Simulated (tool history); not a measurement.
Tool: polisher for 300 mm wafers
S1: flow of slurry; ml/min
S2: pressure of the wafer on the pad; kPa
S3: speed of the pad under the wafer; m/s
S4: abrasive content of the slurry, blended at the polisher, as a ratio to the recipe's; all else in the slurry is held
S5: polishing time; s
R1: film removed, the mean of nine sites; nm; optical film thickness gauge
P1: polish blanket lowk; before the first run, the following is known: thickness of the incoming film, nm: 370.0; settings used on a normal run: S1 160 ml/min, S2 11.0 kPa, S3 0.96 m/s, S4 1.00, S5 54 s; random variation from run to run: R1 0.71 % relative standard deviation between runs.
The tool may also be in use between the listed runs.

{"run": 1, "hour": 7.7, "S1": 160, "S2": 11.0, "S3": 0.96, "S4": 1.0, "S5": 54, "R1": 16.377}
{"run": 2, "hour": 13.8, "S1": 160, "S2": 11.0, "S3": 0.96, "S4": 1.0, "S5": 54, "R1": 16.407}
{"run": 3, "hour": 19.3, "S1": 160, "S2": 11.0, "S3": 0.96, "S4": 0.55, "S5": 54, "R1": 11.803}
{"run": 4, "hour": 26.1, "S1": 160, "S2": 11.0, "S3": 0.96, "S4": 1.0, "S5": 54, "R1": 16.244}
{"run": 5, "hour": 32.8, "S1": 160, "S2": 5.5, "S3": 0.96, "S4": 1.0, "S5": 54, "R1": 8.243}
{"run": 6, "hour": 44.3, "S1": 160, "S2": 11.0, "S3": 0.96, "S4": 1.0, "S5": 54, "R1": 16.296}
{"run": 7, "hour": 51.8, "S1": 160, "S2": 11.0, "S3": 0.96, "S4": 1.0, "S5": 24, "R1": 7.284}
{"run": 8, "hour": 59.7, "S1": 160, "S2": 11.0, "S3": 0.96, "S4": 1.0, "S5": 54, "R1": 16.395}
{"run": 9, "hour": 68.6, "S1": 160, "S2": 11.0, "S3": 1.5, "S4": 1.0, "S5": 54, "R1": 23.275}
{"run": 10, "hour": 80.1, "S1": 160, "S2": 11.0, "S3": 0.96, "S4": 1.0, "S5": 54, "R1": 16.26}
{"run": 11, "hour": 86.9, "S1": 160, "S2": 11.0, "S3": 0.96, "S4": 1.0, "S5": 54, "R1": 16.131}
{"hour": 93.9, "done": "head pressure recalibrated"}
{"run": 12, "hour": 98.0, "S1": 160, "S2": 15.9, "S3": 0.96, "S4": 1.0, "S5": 54, "R1": 23.292}
{"run": 13, "hour": 105.1, "S1": 95, "S2": 11.0, "S3": 0.96, "S4": 1.0, "S5": 54, "R1": 14.505}
{"run": 14, "hour": 110.9, "S1": 160, "S2": 11.0, "S3": 0.58, "S4": 1.0, "S5": 54, "R1": 10.796}
{"run": 15, "hour": 119.6, "S1": 160, "S2": 11.0, "S3": 0.96, "S4": 1.0, "S5": 85, "R1": 25.465}
{"run": 16, "hour": 131.6, "S1": 160, "S2": 11.0, "S3": 0.96, "S4": 1.35, "S5": 54, "R1": 18.343}
{"run": 17, "hour": 144.0, "S1": 235, "S2": 11.0, "S3": 0.96, "S4": 1.0, "S5": 54, "R1": 17.321}
{"run": 18, "hour": 149.4, "S1": 160, "S2": 11.0, "S3": 1.44, "S4": 1.0, "S5": 69, "R1": 28.948}
{"run": 19, "hour": 156.2, "S1": 160, "S2": 11.0, "S3": 0.96, "S4": 1.0, "S5": 54, "R1": 16.135}
{"run": 20, "hour": 162.4, "S1": 160, "S2": 11.0, "S3": 0.96, "S4": 1.0, "S5": 54, "R1": 15.727}
{"run": 21, "hour": 171.2, "S1": 160, "S2": 11.0, "S3": 0.96, "S4": 1.0, "S5": 54, "R1": 15.152}
{"run": 22, "hour": 180.6, "S1": 160, "S2": 11.0, "S3": 0.96, "S4": 1.0, "S5": 54, "R1": 14.593}
{"hour": 186.7, "done": "head pressure recalibrated"}
{"run": 23, "hour": 187.9, "S1": 160, "S2": 11.0, "S3": 0.96, "S4": 1.0, "S5": 54, "R1": 14.651}

Estimate the outcome of run 24 from the log above:
{"run": 24, "hour": 194.6, "S1": 160, "S2": 11.0, "S3": 0.96, "S4": 1.0, "S5": 54, "R1": "?"}

{"run 24": {"R1": 14.598}}
